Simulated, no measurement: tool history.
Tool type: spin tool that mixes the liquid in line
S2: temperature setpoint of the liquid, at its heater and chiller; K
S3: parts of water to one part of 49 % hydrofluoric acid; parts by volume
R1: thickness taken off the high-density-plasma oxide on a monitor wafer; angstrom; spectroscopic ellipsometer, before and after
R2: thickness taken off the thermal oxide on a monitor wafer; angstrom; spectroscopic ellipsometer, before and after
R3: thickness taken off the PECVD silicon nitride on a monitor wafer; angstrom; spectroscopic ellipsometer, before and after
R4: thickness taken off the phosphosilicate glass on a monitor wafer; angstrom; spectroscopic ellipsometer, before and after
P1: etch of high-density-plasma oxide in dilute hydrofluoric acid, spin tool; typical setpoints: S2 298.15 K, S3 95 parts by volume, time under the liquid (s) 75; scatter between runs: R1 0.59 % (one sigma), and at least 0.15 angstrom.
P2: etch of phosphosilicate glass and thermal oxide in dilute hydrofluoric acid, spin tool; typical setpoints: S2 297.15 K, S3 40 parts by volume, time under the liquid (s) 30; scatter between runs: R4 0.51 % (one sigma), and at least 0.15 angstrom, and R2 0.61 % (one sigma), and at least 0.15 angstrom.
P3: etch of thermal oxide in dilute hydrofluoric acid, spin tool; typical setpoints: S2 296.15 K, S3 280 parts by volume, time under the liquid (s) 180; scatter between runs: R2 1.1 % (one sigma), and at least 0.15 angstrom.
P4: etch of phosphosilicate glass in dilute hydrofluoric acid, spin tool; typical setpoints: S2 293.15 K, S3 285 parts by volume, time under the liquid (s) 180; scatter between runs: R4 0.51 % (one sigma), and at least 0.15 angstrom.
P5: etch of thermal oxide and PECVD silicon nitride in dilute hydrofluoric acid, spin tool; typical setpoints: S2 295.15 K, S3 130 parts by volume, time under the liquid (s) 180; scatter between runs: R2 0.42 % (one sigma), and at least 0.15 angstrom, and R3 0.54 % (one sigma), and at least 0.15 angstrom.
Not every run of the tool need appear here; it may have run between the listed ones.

{"run": 1, "day": 0.146, "process that ran": "P1", "S2": 298.15, "S3": 95, "time under the liquid (s)": 75, "R1": 40.385}
{"run": 2, "day": 0.308, "process that ran": "P1", "S2": 298.15, "S3": 95, "time under the liquid (s)": 75, "R1": 40.487}
{"run": 3, "day": 0.546, "process that ran": "P5", "S2": 295.15, "S3": 35, "time under the liquid (s)": 180, "R2": 256.31, "R3": 251.17}
{"run": 4, "day": 0.821, "process that ran": "P2", "S2": 291.15, "S3": 40, "time under the liquid (s)": 30, "R2": 29.275, "R4": 460.55}
{"run": 5, "day": 1.079, "process that ran": "P3", "S2": 296.15, "S3": 280, "time under the liquid (s)": 45, "R2": 6.2484}
{"run": 6, "day": 1.383, "process that ran": "P1", "S2": 298.15, "S3": 95, "time under the liquid (s)": 75, "R1": 41.301}
{"run": 7, "day": 1.583, "process that ran": "P2", "S2": 297.15, "S3": 40, "time under the liquid (s)": 30, "R2": 37.759, "R4": 601}
{"run": 8, "day": 1.854, "process that ran": "P1", "S2": 298.15, "S3": 95, "time under the liquid (s)": 75, "R1": 41.062}
{"run": 9, "day": 2.054, "process that ran": "P5", "S2": 301.65, "S3": 130, "time under the liquid (s)": 180, "R2": 78.681, "R3": 105.12}
{"run": 10, "day": 2.304, "process that ran": "P2", "S2": 297.15, "S3": 40, "time under the liquid (s)": 15, "R2": 18.977, "R4": 299.41}
{"run": 11, "day": 2.554, "process that ran": "P1", "S2": 298.15, "S3": 95, "time under the liquid (s)": 140, "R1": 76.709}
{"run": 12, "day": 2.829, "process that ran": "P5", "S2": 295.15, "S3": 130, "time under the liquid (s)": 180, "R2": 61.348, "R3": 69.574}
{"run": 13, "day": 3.071, "process that ran": "P1", "S2": 298.15, "S3": 95, "time under the liquid (s)": 20, "R1": 10.833}
{"run": 14, "day": 3.358, "process that ran": "P4", "S2": 293.15, "S3": 80, "time under the liquid (s)": 180, "R4": 1167.5}
{"run": 15, "day": 3.646, "process that ran": "P1", "S2": 298.15, "S3": 170, "time under the liquid (s)": 75, "R1": 21.166}
{"run": 16, "day": 3.938, "process that ran": "P5", "S2": 295.15, "S3": 130, "time under the liquid (s)": 80, "R2": 27.627, "R3": 31.134}
{"run": 17, "day": 4.117, "process that ran": "P2", "S2": 297.15, "S3": 60, "time under the liquid (s)": 30, "R2": 24.509, "R4": 390.26}
{"run": 18, "day": 4.283, "process that ran": "P4", "S2": 293.15, "S3": 285, "time under the liquid (s)": 275, "R4": 411.12}
{"run": 19, "day": 4.575, "process that ran": "P1", "S2": 294.65, "S3": 95, "time under the liquid (s)": 25, "R1": 11.681}
{"run": 20, "day": 4.742, "process that ran": "P2", "S2": 297.15, "S3": 40, "time under the liquid (s)": 30, "R2": 37.279, "R4": 602.75}
{"run": 21, "day": 5.004, "process that ran": "P3", "S2": 290.15, "S3": 280, "time under the liquid (s)": 180, "R2": 19.772}
{"run": 22, "day": 5.258, "process that ran": "P4", "S2": 290.15, "S3": 285, "time under the liquid (s)": 180, "R4": 239.58}
{"run": 23, "day": 5.4, "process that ran": "P1", "S2": 294.15, "S3": 95, "time under the liquid (s)": 115, "R1": 52.857}
{"run": 24, "day": 5.683, "process that ran": "P3", "S2": 296.15, "S3": 280, "time under the liquid (s)": 180, "R2": 24.722}
{"run": 25, "day": 5.979, "process that ran": "P5", "S2": 295.15, "S3": 130, "time under the liquid (s)": 180, "R2": 61.56, "R3": 69.502}
{"run": 26, "day": 6.217, "process that ran": "P4", "S2": 293.15, "S3": 285, "time under the liquid (s)": 180, "R4": 268.13}
{"run": 27, "day": 6.5, "process that ran": "P3", "S2": 296.15, "S3": 165, "time under the liquid (s)": 180, "R2": 47.429}
{"run": 28, "day": 6.671, "process that ran": "P1", "S2": 298.15, "S3": 20, "time under the liquid (s)": 75, "R1": 216.76}
{"run": 29, "day": 6.954, "process that ran": "P3", "S2": 296.15, "S3": 280, "time under the liquid (s)": 180, "R2": 25.116}
{"run": 30, "day": 7.254, "process that ran": "P1", "S2": 303.15, "S3": 95, "time under the liquid (s)": 75, "R1": 49.482}
{"run": 31, "day": 7.404, "process that ran": "P1", "S2": 291.65, "S3": 95, "time under the liquid (s)": 75, "R1": 31.2}
{"run": 32, "day": 7.625, "process that ran": "P1", "S2": 298.15, "S3": 95, "time under the liquid (s)": 75, "R1": 40.227}
{"run": 33, "day": 7.788, "process that ran": "P1", "S2": 298.15, "S3": 95, "time under the liquid (s)": 75, "R1": 39.89}
{"run": 34, "day": 7.942, "process that ran": "P1", "S2": 298.15, "S3": 95, "time under the liquid (s)": 75, "R1": 39.098}
{"run": 35, "day": 8.138, "process that ran": "P1", "S2": 298.15, "S3": 95, "time under the liquid (s)": 75, "R1": 38.567}
{"run": 36, "day": 8.354, "process that ran": "P1", "S2": 298.15, "S3": 95, "time under the liquid (s)": 75, "R1": 37.793}
{"run": 37, "day": 8.558, "process that ran": "P1", "S2": 298.15, "S3": 95, "time under the liquid (s)": 75, "R1": 37.716}
{"run": 38, "day": 8.846, "process that ran": "P1", "S2": 298.15, "S3": 95, "time under the liquid (s)": 75, "R1": 37.622}
{"run": 39, "day": 9.058, "process that ran": "P1", "S2": 298.15, "S3": 95, "time under the liquid (s)": 75, "R1": 37.349}
{"run": 40, "day": 9.262, "process that ran": "P1", "S2": 298.15, "S3": 95, "time under the liquid (s)": 75, "R1": 37.476}

Something has made what P1 gives creep away from where it was; the 2 causes below, each at its own stated size, fit the log equally well:
A: hydrofluoric acid flow below the setpoint (%) = 7.61
B: liquid colder than its thermometer reads (K) = 2.24
The gradual shift began around day 7.625.

Question marks stand in for the results of the 4 check runs listed below, each run on one wafer. Under which run would the listed causes show clearly different results?
{"run": "check 1", "day": 9.467, "process that ran": "P5", "S2": 298.65, "S3": 90, "time under the liquid (s)": 180, "R2": "?", "R3": "?"}
{"run": "check 2", "day": 9.467, "process that ran": "P3", "S2": 290.15, "S3": 280, "time under the liquid (s)": 180, "R2": "?"}
{"run": "check 3", "day": 9.467, "process that ran": "P4", "S2": 293.15, "S3": 85, "time under the liquid (s)": 265, "R4": "?"}
{"run": "check 4", "day": 9.467, "process that ran": "P2", "S2": 297.15, "S3": 40, "time under the liquid (s)": 15, "R2": "?", "R4": "?"}

Expected result of each check under each candidate cause:
check=check_1 result=R2 if_A=98.468 if_B=98.423
check=check_1 result=R3 if_A=116.41 if_B=108.6
check=check_2 result=R2 if_A=17.817 if_B=18.027
check=check_3 result=R4 if_A=1483.3 if_B=1473.3
check=check_4 result=R2 if_A=17.407 if_B=17.229
check=check_4 result=R4 if_A=275.1 if_B=272.28
How far apart the two closest causes lie, in the result that separates them most: check 1 6.94 %; check 2 1.17 %; check 3 0.67 %; check 4 1.03 %
Only check 1 tells the causes apart: in the others they would give nearly the same result.

After running check 1, the following was obtained: R2 98.993 angstrom; R3 116.46 angstrom. Which cause does this point to?

Of the candidate causes, it is A: hydrofluoric acid flow below the setpoint (%).

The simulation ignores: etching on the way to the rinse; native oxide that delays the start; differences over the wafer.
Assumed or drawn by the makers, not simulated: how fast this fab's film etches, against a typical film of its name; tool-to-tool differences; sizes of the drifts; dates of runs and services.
